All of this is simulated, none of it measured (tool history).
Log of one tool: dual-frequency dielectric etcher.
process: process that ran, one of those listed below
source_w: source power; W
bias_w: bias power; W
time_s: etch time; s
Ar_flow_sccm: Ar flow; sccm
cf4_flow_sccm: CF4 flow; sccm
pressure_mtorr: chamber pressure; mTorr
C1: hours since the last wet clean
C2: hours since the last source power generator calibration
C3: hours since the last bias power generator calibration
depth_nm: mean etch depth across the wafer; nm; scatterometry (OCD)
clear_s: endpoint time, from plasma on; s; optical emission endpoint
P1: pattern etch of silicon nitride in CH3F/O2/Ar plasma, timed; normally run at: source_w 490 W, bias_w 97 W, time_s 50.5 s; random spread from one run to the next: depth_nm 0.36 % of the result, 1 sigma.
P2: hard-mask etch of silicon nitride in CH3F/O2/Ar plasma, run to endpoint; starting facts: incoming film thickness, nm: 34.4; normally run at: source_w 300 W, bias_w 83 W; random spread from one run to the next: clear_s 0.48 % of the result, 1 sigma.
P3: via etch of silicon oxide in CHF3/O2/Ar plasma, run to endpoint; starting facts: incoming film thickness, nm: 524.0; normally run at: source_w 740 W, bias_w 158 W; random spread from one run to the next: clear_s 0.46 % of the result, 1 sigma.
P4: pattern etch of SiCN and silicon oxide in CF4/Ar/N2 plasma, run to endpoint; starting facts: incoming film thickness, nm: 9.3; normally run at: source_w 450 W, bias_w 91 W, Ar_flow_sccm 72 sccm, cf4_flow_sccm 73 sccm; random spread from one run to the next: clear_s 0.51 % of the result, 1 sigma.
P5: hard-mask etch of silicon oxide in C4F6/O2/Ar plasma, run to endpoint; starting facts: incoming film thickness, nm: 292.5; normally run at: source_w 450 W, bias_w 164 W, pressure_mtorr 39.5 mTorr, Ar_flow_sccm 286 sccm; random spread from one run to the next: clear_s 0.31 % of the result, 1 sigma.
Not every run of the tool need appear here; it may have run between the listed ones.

run 1 day=0.342 | process=P1 source_w=490 bias_w=97 time_s=50.5 | C1=65.1 C2=442.2 C3=1730.8 | depth_nm=40.719
run 2 day=1.025 | process=P4 source_w=450 bias_w=91 Ar_flow_sccm=72 cf4_flow_sccm=45 | C1=81.5 C2=458.6 C3=1747.2 | clear_s=10.2390
run 3 day=1.712 | process=P3 source_w=520 bias_w=158 | C1=98.0 C2=475.1 C3=1763.7 | clear_s=282.9800
run 4 day=2.200 | process=P1 source_w=490 bias_w=64 time_s=68.5 | C1=109.7 C2=486.8 C3=1775.4 | depth_nm=48.281
run 5 day=2.792 | process=P3 source_w=740 bias_w=113 | C1=123.9 C2=501.0 C3=1789.6 | clear_s=275.5000
run 6 day=3.433 | process=P1 source_w=490 bias_w=97 time_s=33.0 | C1=139.3 C2=516.4 C3=1805.0 | depth_nm=26.709
run 7 day=4.079 | process=P5 source_w=450 bias_w=164 Ar_flow_sccm=286 pressure_mtorr=39.5 | C1=154.8 C2=531.9 C3=1820.5 | clear_s=96.1950
run 8 day=4.800 | process=P5 source_w=450 bias_w=164 Ar_flow_sccm=392 pressure_mtorr=39.5 | C1=172.1 C2=549.2 C3=1837.8 | clear_s=99.1850
run 9 day=5.350 | process=P2 source_w=190 bias_w=83 | C1=185.3 C2=562.4 C3=1851.0 | clear_s=62.2850
run 10 day=5.729 | process=P2 source_w=300 bias_w=116 | C1=194.4 C2=571.5 C3=1860.1 | clear_s=45.9000
run 11 day=6.375 | process=P5 source_w=450 bias_w=164 Ar_flow_sccm=286 pressure_mtorr=39.5 | C1=209.9 C2=587.0 C3=1875.6 | clear_s=96.4420
run 12 day=6.738 | process=P1 source_w=370 bias_w=97 time_s=64.5 | C1=218.6 C2=595.7 C3=1884.3 | depth_nm=46.629
run 13 day=7.392 | process=P4 source_w=450 bias_w=120 Ar_flow_sccm=72 cf4_flow_sccm=73 | C1=234.3 C2=611.4 C3=1900.0 | clear_s=8.7072
run 14 day=8.017 | process=P2 source_w=300 bias_w=83 | C1=249.3 C2=626.4 C3=1915.0 | clear_s=52.3180
run 15 day=8.421 | process=P1 source_w=490 bias_w=97 time_s=50.5 | C1=259.0 C2=636.1 C3=1924.7 | depth_nm=40.878
run 16 day=8.804 | process=P5 source_w=450 bias_w=164 Ar_flow_sccm=286 pressure_mtorr=28.0 | C1=268.2 C2=645.3 C3=1933.9 | clear_s=92.3570
run 17 day=9.425 | process=P1 source_w=490 bias_w=97 time_s=50.5 | C1=283.1 C2=660.2 C3=1948.8 | depth_nm=40.594
run 18 day=9.821 | process=P1 source_w=490 bias_w=97 time_s=50.5 | C1=292.6 C2=669.7 C3=1958.3 | depth_nm=40.826
run 19 day=10.192 | process=P5 source_w=450 bias_w=197 Ar_flow_sccm=286 pressure_mtorr=39.5 | C1=301.5 C2=678.6 C3=1967.2 | clear_s=90.8380
run 20 day=10.896 | process=P1 source_w=490 bias_w=62 time_s=50.5 | C1=318.4 C2=695.5 C3=1984.1 | depth_nm=34.809
run 21 day=11.554 | process=P5 source_w=290 bias_w=164 Ar_flow_sccm=286 pressure_mtorr=39.5 | C1=334.2 C2=711.3 C3=1999.9 | clear_s=114.3400
run 22 day=12.117 | process=P1 source_w=630 bias_w=97 time_s=50.5 | C1=347.7 C2=724.8 C3=2013.4 | depth_nm=44.697
run 23 day=12.654 | process=P1 source_w=490 bias_w=120 time_s=50.5 | C1=360.6 C2=737.7 C3=2026.3 | depth_nm=44.049
run 24 day=13.400 | process=P4 source_w=450 bias_w=91 Ar_flow_sccm=100 cf4_flow_sccm=73 | C1=378.5 C2=755.6 C3=2044.2 | clear_s=9.9996
run 25 day=13.888 | process=P1 source_w=380 bias_w=97 time_s=50.5 | C1=390.2 C2=767.3 C3=2055.9 | depth_nm=37.164
run 26 day=14.292 | process=P1 source_w=490 bias_w=97 time_s=70.0 | C1=399.9 C2=777.0 C3=2065.6 | depth_nm=56.588
run 27 day=14.971 | process=P4 source_w=340 bias_w=91 Ar_flow_sccm=72 cf4_flow_sccm=73 | C1=416.2 C2=793.3 C3=2081.9 | clear_s=12.1960
run 28 day=15.679 | process=P3 source_w=740 bias_w=158 | C1=433.2 C2=810.3 C3=2098.9 | clear_s=249.7200
run 29 day=16.233 | process=P1 source_w=300 bias_w=67 time_s=50.5 | C1=446.5 C2=823.6 C3=2112.2 | depth_nm=29.908
run 30 day=16.667 | process=P4 source_w=450 bias_w=91 Ar_flow_sccm=72 cf4_flow_sccm=73 | C1=456.9 C2=834.0 C3=2122.6 | clear_s=9.7126
run 31 day=17.229 | process=P1 source_w=490 bias_w=97 time_s=50.5 | C1=470.4 C2=847.5 C3=2136.1 | depth_nm=40.883
run 32 day=17.671 | process=P1 source_w=490 bias_w=97 time_s=50.5 | C1=481.0 C2=858.1 C3=2146.7 | depth_nm=40.893
run 33 day=18.188 | process=P1 source_w=490 bias_w=97 time_s=50.5 | C1=493.4 C2=870.5 C3=2159.1 | depth_nm=40.827
run 34 day=18.862 | process=P1 source_w=490 bias_w=97 time_s=50.5 | C1=509.6 C2=886.7 C3=2175.3 | depth_nm=40.632
run 35 day=19.271 | process=P1 source_w=490 bias_w=97 time_s=50.5 | C1=519.4 C2=896.5 C3=2185.1 | depth_nm=40.144
run 36 day=19.925 | process=P1 source_w=490 bias_w=97 time_s=50.5 | C1=535.1 C2=912.2 C3=2200.8 | depth_nm=40.285
run 37 day=20.342 | process=P1 source_w=490 bias_w=97 time_s=50.5 | C1=545.1 C2=922.2 C3=2210.8 | depth_nm=40.028

The next listed run, before its measurement:
-- day=20.429 wet clean of the chamber
run 38 day=20.783 | process=P1 source_w=490 bias_w=97 time_s=50.5 | C1=8.5 C2=932.8 C3=2221.4 | depth_nm=?

Run 38 measured depth_nm 40.130 nm.
